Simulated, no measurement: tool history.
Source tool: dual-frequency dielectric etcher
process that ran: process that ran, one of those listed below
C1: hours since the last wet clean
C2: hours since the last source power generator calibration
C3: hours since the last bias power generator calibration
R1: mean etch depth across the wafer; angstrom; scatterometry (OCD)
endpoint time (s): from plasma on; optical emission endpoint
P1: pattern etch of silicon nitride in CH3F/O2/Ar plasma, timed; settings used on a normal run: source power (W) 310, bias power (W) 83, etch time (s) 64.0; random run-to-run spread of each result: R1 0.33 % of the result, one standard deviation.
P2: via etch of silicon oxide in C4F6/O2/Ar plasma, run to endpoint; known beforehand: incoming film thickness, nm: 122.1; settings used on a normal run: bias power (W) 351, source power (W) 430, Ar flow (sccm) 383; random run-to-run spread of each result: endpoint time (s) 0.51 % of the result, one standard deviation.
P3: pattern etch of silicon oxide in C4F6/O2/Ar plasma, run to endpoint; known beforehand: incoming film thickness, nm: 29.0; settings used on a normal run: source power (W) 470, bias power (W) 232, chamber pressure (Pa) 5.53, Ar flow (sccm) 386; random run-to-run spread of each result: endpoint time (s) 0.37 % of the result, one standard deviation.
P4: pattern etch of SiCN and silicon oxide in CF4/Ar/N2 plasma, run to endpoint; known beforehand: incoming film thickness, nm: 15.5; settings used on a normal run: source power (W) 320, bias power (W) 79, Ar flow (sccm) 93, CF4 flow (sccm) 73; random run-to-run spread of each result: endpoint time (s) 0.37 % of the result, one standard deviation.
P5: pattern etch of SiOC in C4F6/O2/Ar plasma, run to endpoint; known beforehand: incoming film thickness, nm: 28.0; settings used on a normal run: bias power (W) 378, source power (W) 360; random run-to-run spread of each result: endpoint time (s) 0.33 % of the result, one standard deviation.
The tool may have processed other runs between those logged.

run 1 hour=2.3 | process_that_ran=P1 source_power_(W)=310 bias_power_(W)=83 etch_time_(s)=64.0 | C1=281.8 C2=2152.9 C3=1945.2 | R1=424.30
run 2 hour=5.2 | process_that_ran=P4 source_power_(W)=440 bias_power_(W)=79 Ar_flow_(sccm)=93 CF4_flow_(sccm)=73 | C1=284.7 C2=2155.8 C3=1948.1 | endpoint_time_(s)=17.4780
run 3 hour=7.7 | process_that_ran=P4 source_power_(W)=320 bias_power_(W)=79 Ar_flow_(sccm)=93 CF4_flow_(sccm)=73 | C1=287.2 C2=2158.3 C3=1950.6 | endpoint_time_(s)=23.1550
run 4 hour=10.3 | process_that_ran=P1 source_power_(W)=420 bias_power_(W)=83 etch_time_(s)=64.0 | C1=289.8 C2=2160.9 C3=1953.2 | R1=472.57
run 5 hour=13.0 | process_that_ran=P3 source_power_(W)=470 bias_power_(W)=232 Ar_flow_(sccm)=290 chamber_pressure_(Pa)=5.53 | C1=292.5 C2=2163.6 C3=1955.9 | endpoint_time_(s)=8.1939
run 6 hour=15.3 | process_that_ran=P1 source_power_(W)=310 bias_power_(W)=83 etch_time_(s)=40.0 | C1=294.8 C2=2165.9 C3=1958.2 | R1=263.24
run 7 hour=17.3 | process_that_ran=P2 source_power_(W)=430 bias_power_(W)=351 Ar_flow_(sccm)=383 | C1=296.8 C2=2167.9 C3=1960.2 | endpoint_time_(s)=31.2750
-- hour=17.8 source power generator calibrated
run 8 hour=20.9 | process_that_ran=P5 source_power_(W)=360 bias_power_(W)=378 | C1=300.4 C2=3.1 C3=1963.8 | endpoint_time_(s)=11.1400
run 9 hour=23.6 | process_that_ran=P5 source_power_(W)=360 bias_power_(W)=378 | C1=303.1 C2=5.8 C3=1966.5 | endpoint_time_(s)=11.1440
run 10 hour=26.7 | process_that_ran=P1 source_power_(W)=310 bias_power_(W)=83 etch_time_(s)=64.0 | C1=306.2 C2=8.9 C3=1969.6 | R1=421.36
run 11 hour=28.8 | process_that_ran=P1 source_power_(W)=310 bias_power_(W)=66 etch_time_(s)=46.5 | C1=308.3 C2=11.0 C3=1971.7 | R1=283.49
run 12 hour=30.9 | process_that_ran=P4 source_power_(W)=320 bias_power_(W)=79 Ar_flow_(sccm)=115 CF4_flow_(sccm)=73 | C1=310.4 C2=13.1 C3=1973.8 | endpoint_time_(s)=23.9800
run 13 hour=33.6 | process_that_ran=P1 source_power_(W)=200 bias_power_(W)=83 etch_time_(s)=64.0 | C1=313.1 C2=15.8 C3=1976.5 | R1=358.95
run 14 hour=35.6 | process_that_ran=P3 source_power_(W)=380 bias_power_(W)=232 Ar_flow_(sccm)=386 chamber_pressure_(Pa)=5.53 | C1=315.1 C2=17.8 C3=1978.5 | endpoint_time_(s)=9.1340
run 15 hour=39.0 | process_that_ran=P2 source_power_(W)=290 bias_power_(W)=351 Ar_flow_(sccm)=383 | C1=318.5 C2=21.2 C3=1981.9 | endpoint_time_(s)=36.1720
run 16 hour=43.2 | process_that_ran=P2 source_power_(W)=430 bias_power_(W)=351 Ar_flow_(sccm)=383 | C1=322.7 C2=25.4 C3=1986.1 | endpoint_time_(s)=31.2700
run 17 hour=47.2 | process_that_ran=P5 source_power_(W)=450 bias_power_(W)=378 | C1=326.7 C2=29.4 C3=1990.1 | endpoint_time_(s)=10.2610
run 18 hour=49.9 | process_that_ran=P1 source_power_(W)=310 bias_power_(W)=83 etch_time_(s)=87.5 | C1=329.4 C2=32.1 C3=1992.8 | R1=579.23
run 19 hour=53.7 | process_that_ran=P3 source_power_(W)=470 bias_power_(W)=232 Ar_flow_(sccm)=386 chamber_pressure_(Pa)=5.53 | C1=333.2 C2=35.9 C3=1996.6 | endpoint_time_(s)=8.5066
run 20 hour=56.6 | process_that_ran=P2 source_power_(W)=430 bias_power_(W)=351 Ar_flow_(sccm)=492 | C1=336.1 C2=38.8 C3=1999.5 | endpoint_time_(s)=32.2690
run 21 hour=60.5 | process_that_ran=P5 source_power_(W)=360 bias_power_(W)=272 | C1=340.0 C2=42.7 C3=2003.4 | endpoint_time_(s)=12.5240
run 22 hour=62.7 | process_that_ran=P4 source_power_(W)=320 bias_power_(W)=49 Ar_flow_(sccm)=93 CF4_flow_(sccm)=73 | C1=342.2 C2=44.9 C3=2005.6 | endpoint_time_(s)=27.1870
run 23 hour=65.4 | process_that_ran=P1 source_power_(W)=400 bias_power_(W)=97 etch_time_(s)=64.0 | C1=344.9 C2=47.6 C3=2008.3 | R1=490.96
run 24 hour=68.7 | process_that_ran=P1 source_power_(W)=310 bias_power_(W)=104 etch_time_(s)=64.0 | C1=348.2 C2=50.9 C3=2011.6 | R1=456.96
run 25 hour=72.7 | process_that_ran=P1 source_power_(W)=310 bias_power_(W)=83 etch_time_(s)=64.0 | C1=352.2 C2=54.9 C3=2015.6 | R1=420.16
run 26 hour=75.5 | process_that_ran=P1 source_power_(W)=310 bias_power_(W)=83 etch_time_(s)=64.0 | C1=355.0 C2=57.7 C3=2018.4 | R1=424.31
run 27 hour=79.5 | process_that_ran=P2 source_power_(W)=430 bias_power_(W)=459 Ar_flow_(sccm)=383 | C1=359.0 C2=61.7 C3=2022.4 | endpoint_time_(s)=28.1940
run 28 hour=81.5 | process_that_ran=P3 source_power_(W)=470 bias_power_(W)=143 Ar_flow_(sccm)=386 chamber_pressure_(Pa)=5.53 | C1=361.0 C2=63.7 C3=2024.4 | endpoint_time_(s)=9.8682
run 29 hour=83.6 | process_that_ran=P3 source_power_(W)=470 bias_power_(W)=232 Ar_flow_(sccm)=386 chamber_pressure_(Pa)=7.47 | C1=363.1 C2=65.8 C3=2026.5 | endpoint_time_(s)=8.7801
run 30 hour=85.6 | process_that_ran=P4 source_power_(W)=320 bias_power_(W)=79 Ar_flow_(sccm)=93 CF4_flow_(sccm)=49 | C1=365.1 C2=67.8 C3=2028.5 | endpoint_time_(s)=24.5460
run 31 hour=88.6 | process_that_ran=P3 source_power_(W)=470 bias_power_(W)=232 Ar_flow_(sccm)=386 chamber_pressure_(Pa)=5.53 | C1=368.1 C2=70.8 C3=2031.5 | endpoint_time_(s)=8.4540
run 32 hour=90.7 | process_that_ran=P1 source_power_(W)=310 bias_power_(W)=52 etch_time_(s)=64.0 | C1=370.2 C2=72.9 C3=2033.6 | R1=360.46
run 33 hour=93.7 | process_that_ran=P1 source_power_(W)=310 bias_power_(W)=83 etch_time_(s)=64.0 | C1=373.2 C2=75.9 C3=2036.6 | R1=421.44
run 34 hour=96.6 | process_that_ran=P1 source_power_(W)=310 bias_power_(W)=83 etch_time_(s)=64.0 | C1=376.1 C2=78.8 C3=2039.5 | R1=420.27
run 35 hour=100.1 | process_that_ran=P1 source_power_(W)=310 bias_power_(W)=83 etch_time_(s)=64.0 | C1=379.6 C2=82.3 C3=2043.0 | R1=418.10
run 36 hour=103.0 | process_that_ran=P1 source_power_(W)=310 bias_power_(W)=83 etch_time_(s)=64.0 | C1=382.5 C2=85.2 C3=2045.9 | R1=417.69
run 37 hour=105.2 | process_that_ran=P1 source_power_(W)=310 bias_power_(W)=83 etch_time_(s)=64.0 | C1=384.7 C2=87.4 C3=2048.1 | R1=417.20
run 38 hour=107.9 | process_that_ran=P1 source_power_(W)=310 bias_power_(W)=83 etch_time_(s)=64.0 | C1=387.4 C2=90.1 C3=2050.8 | R1=416.49
run 39 hour=112.2 | process_that_ran=P1 source_power_(W)=310 bias_power_(W)=83 etch_time_(s)=64.0 | C1=391.7 C2=94.4 C3=2055.1 | R1=415.82
run 40 hour=114.6 | process_that_ran=P1 source_power_(W)=310 bias_power_(W)=83 etch_time_(s)=64.0 | C1=394.1 C2=96.8 C3=2057.5 | R1=415.89
-- hour=114.9 wet clean of the chamber
run 41 hour=118.4 | process_that_ran=P1 source_power_(W)=310 bias_power_(W)=83 etch_time_(s)=64.0 | C1=3.6 C2=100.6 C3=2061.3 | R1=417.41
run 42 hour=122.8 | process_that_ran=P1 source_power_(W)=310 bias_power_(W)=83 etch_time_(s)=64.0 | C1=8.0 C2=105.0 C3=2065.7 | R1=414.47

Something has made what P1 gives creep away from where it was; the 2 causes below, each at its own stated size, fit the log equally well:
A: bias power that arrives under what is set, % = 4.49
B: source power that arrives under what is set, % = 4.31
The creep began at about hour 93.7.
Why every other cause is out:
chamber walls in a state that lowers the etch rate, %: serviced at hour 114.9, after the drift had started, without restoring the earlier output

You are offered 4 check runs, listed below with question marks in place of their results; each one averages 2 wafers. Which run separates the listed causes by giving clearly different results for each?
run check 1 hour=127.2 | process_that_ran=P5 source_power_(W)=360 bias_power_(W)=378 | endpoint_time_(s)=?
run check 2 hour=127.2 | process_that_ran=P2 source_power_(W)=430 bias_power_(W)=351 Ar_flow_(sccm)=383 | endpoint_time_(s)=?
run check 3 hour=127.2 | process_that_ran=P4 source_power_(W)=320 bias_power_(W)=79 Ar_flow_(sccm)=93 CF4_flow_(sccm)=73 | endpoint_time_(s)=?
run check 4 hour=127.2 | process_that_ran=P3 source_power_(W)=470 bias_power_(W)=232 Ar_flow_(sccm)=386 chamber_pressure_(Pa)=5.53 | endpoint_time_(s)=?

Check results expected under each cause:
check=check_1 result=endpoint_time_(s) if_A=11.3590 if_B=11.3590
check=check_2 result=endpoint_time_(s) if_A=31.7090 if_B=31.7210
check=check_3 result=endpoint_time_(s) if_A=23.5320 if_B=24.0760
check=check_4 result=endpoint_time_(s) if_A=8.5864 if_B=8.6028
Smallest distance between any two causes, each pair judged by its most separating result, in per cent: check 1 0 %; check 2 0.04 %; check 3 2.29 %; check 4 0.19 %
Only check 3 tells the causes apart: in the others they would give nearly the same result.

Check 3 was carried out, with these results: endpoint time (s) 23.5450. Which of the listed causes is responsible?

The correct cause is A, namely: bias power that arrives under what is set, %.
